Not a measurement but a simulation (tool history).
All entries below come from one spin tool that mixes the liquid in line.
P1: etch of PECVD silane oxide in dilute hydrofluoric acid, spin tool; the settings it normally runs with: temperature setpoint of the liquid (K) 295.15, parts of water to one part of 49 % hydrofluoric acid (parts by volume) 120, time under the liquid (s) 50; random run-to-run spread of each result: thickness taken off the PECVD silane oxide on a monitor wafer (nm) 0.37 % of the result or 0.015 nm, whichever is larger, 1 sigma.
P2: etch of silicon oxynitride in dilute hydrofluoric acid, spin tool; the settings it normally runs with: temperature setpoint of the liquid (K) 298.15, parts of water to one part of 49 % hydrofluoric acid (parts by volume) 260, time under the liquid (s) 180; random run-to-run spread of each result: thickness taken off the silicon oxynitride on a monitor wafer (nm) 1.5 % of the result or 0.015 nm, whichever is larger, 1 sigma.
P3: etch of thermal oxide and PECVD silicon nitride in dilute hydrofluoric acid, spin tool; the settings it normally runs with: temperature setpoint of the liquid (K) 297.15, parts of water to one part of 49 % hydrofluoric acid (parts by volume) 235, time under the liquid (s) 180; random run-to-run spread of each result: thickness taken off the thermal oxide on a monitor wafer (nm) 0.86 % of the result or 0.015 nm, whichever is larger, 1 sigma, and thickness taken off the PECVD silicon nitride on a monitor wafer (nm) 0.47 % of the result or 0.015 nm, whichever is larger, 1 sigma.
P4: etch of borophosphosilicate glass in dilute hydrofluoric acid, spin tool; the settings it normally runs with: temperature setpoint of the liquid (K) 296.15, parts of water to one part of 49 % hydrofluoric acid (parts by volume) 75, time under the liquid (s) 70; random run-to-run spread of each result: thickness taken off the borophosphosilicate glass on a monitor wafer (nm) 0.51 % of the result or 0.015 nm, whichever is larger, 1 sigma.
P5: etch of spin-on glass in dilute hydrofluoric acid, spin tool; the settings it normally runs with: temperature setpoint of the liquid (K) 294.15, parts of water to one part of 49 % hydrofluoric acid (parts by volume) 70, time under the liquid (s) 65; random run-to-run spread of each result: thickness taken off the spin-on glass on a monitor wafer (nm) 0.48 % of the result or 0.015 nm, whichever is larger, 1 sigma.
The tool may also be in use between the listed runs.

run,hour,process that ran,temperature setpoint of the liquid (K),parts of water to one part of 49 % hydrofluoric acid (parts by volume),time under the liquid (s),hours since the thermometer was replaced,hours since the hydrofluoric acid flow meter was replaced,thickness taken off the PECVD silane oxide on a monitor wafer (nm),thickness taken off the silicon oxynitride on a monitor wafer (nm),thickness taken off the thermal oxide on a monitor wafer (nm),thickness taken off the PECVD silicon nitride on a monitor wafer (nm),thickness taken off the spin-on glass on a monitor wafer (nm),thickness taken off the borophosphosilicate glass on a monitor wafer (nm)
1,17.1,P1,295.15,120,50,242.8,489.9,13.9830,,,,,
2,29.2,P2,298.15,260,180,254.9,502.0,,1.4245,,,,
3,38.1,P3,297.15,235,310,263.8,510.9,,,5.3602,7.7350,,
4,49.5,P1,295.15,30,50,275.2,522.3,62.4050,,,,,
5,59.3,P5,294.15,70,65,285.0,532.1,,,,,37.2300,
6,67.4,P5,294.15,70,15,293.1,540.2,,,,,8.5404,
7,82.9,P4,296.15,40,70,308.6,555.7,,,,,,67.0050
8,98.1,P4,296.15,75,15,323.8,570.9,,,,,,7.2809
9,106.0,P2,298.15,70,180,331.7,578.8,,6.0878,,,,
10,121.5,P5,294.15,95,65,347.2,594.3,,,,,26.4930,
11,134.6,P1,295.15,120,50,360.3,607.4,14.0000,,,,,
12,147.5,P3,293.65,235,180,373.2,620.3,,,2.8150,3.5714,,
13,158.6,P2,298.15,260,180,384.3,631.4,,1.4049,,,,
14,172.3,P1,290.15,120,15,398.0,645.1,3.4402,,,,,
15,185.9,P1,295.15,70,15,411.6,658.7,7.6617,,,,,
16,202.8,P3,297.15,235,180,428.5,675.6,,,3.1444,4.4801,,
17,218.6,P3,297.15,235,180,444.3,691.4,,,3.2069,4.4612,,
18,235.2,P1,295.15,120,50,460.9,708.0,14.0270,,,,,
19,244.3,P1,295.15,120,50,470.0,717.1,14.0240,,,,,
20,255.4,P4,291.65,75,70,481.1,728.2,,,,,,28.1800
21,267.8,P1,302.65,120,50,493.5,740.6,18.7440,,,,,
22,278.5,P1,295.15,175,50,504.2,751.3,9.0704,,,,,
23,287.9,P1,295.15,195,15,513.6,760.7,2.3503,,,,,
24,301.7,P5,290.15,70,65,527.4,774.5,,,,,30.9590,
25,309.5,P1,295.15,120,15,535.2,782.3,4.1900,,,,,
26,319.9,P5,294.15,70,65,545.6,792.7,,,,,37.0220,
27,330.3,P4,296.15,75,70,556.0,803.1,,,,,,33.8920
28,338.3,P1,295.15,120,85,564.0,811.1,23.9610,,,,,
29,349.6,P1,290.15,120,50,575.3,822.4,11.4430,,,,,
30,365.5,P4,296.15,75,70,591.2,838.3,,,,,,33.8670
31,379.0,P2,294.65,260,180,604.7,851.8,,1.2268,,,,
32,390.2,P2,298.15,260,290,615.9,863.0,,2.2639,,,,
33,399.5,P3,297.15,130,180,625.2,872.3,,,6.3939,8.1154,,
34,416.9,P1,295.15,120,50,642.6,889.7,14.0230,,,,,
35,425.8,P1,295.15,120,50,651.5,898.6,13.9440,,,,,
36,440.3,P1,295.15,120,50,666.0,913.1,14.4640,,,,,
37,450.4,P1,295.15,120,50,676.1,923.2,14.5330,,,,,
38,462.3,P1,295.15,120,50,688.0,935.1,14.6550,,,,,
39,478.7,P1,295.15,120,50,704.4,951.5,14.8030,,,,,
40,489.2,P1,295.15,120,50,714.9,962.0,14.7190,,,,,
41,502.6,P1,295.15,120,50,728.3,975.4,14.8430,,,,,

P1 has crept away from where it was. The log is fitted equally well by each of these 2 causes, at the sizes shown:
A: liquid hotter than its thermometer reads (K) = 1.42
B: hydrofluoric acid flow above the setpoint (%) = 5.06
The onset of the drift is placed at about hour 425.8.

Each of the check runs listed below is run on 2 wafers and reports their average, with the results left as question marks. Pick the one under which the possible causes would lead to clearly different results.
check 1,516.0,P3,297.15,235,180,,,,,?,?,,
check 2,516.0,P4,296.15,75,70,,,,,,,,?
check 3,516.0,P5,294.15,70,65,,,,,,,?,
check 4,516.0,P2,298.15,260,180,,,,?,,,,

Predicted outcomes, by check and by cause:
check,result,if A,if B
check 1,thickness taken off the thermal oxide on a monitor wafer (nm),3.3450,3.3796
check 1,thickness taken off the PECVD silicon nitride on a monitor wafer (nm),4.9102,4.7217
check 2,thickness taken off the borophosphosilicate glass on a monitor wafer (nm),35.9100,35.7810
check 3,thickness taken off the spin-on glass on a monitor wafer (nm),39.1720,38.9670
check 4,thickness taken off the silicon oxynitride on a monitor wafer (nm),1.5191,1.5166
Per check, the gap between the least separated pair of causes, taken in the result that splits them most: check 1 3.91 %; check 2 0.36 %; check 3 0.53 %; check 4 0.17 %
Check 1 distinguishes between the causes, while the remaining checks would return nearly the same result for all of them.

After running check 1, the following was obtained: thickness taken off the thermal oxide on a monitor wafer (nm) 3.3425; thickness taken off the PECVD silicon nitride on a monitor wafer (nm) 4.9180. Which cause does this point to?

The correct cause is A, namely: liquid hotter than its thermometer reads (K).
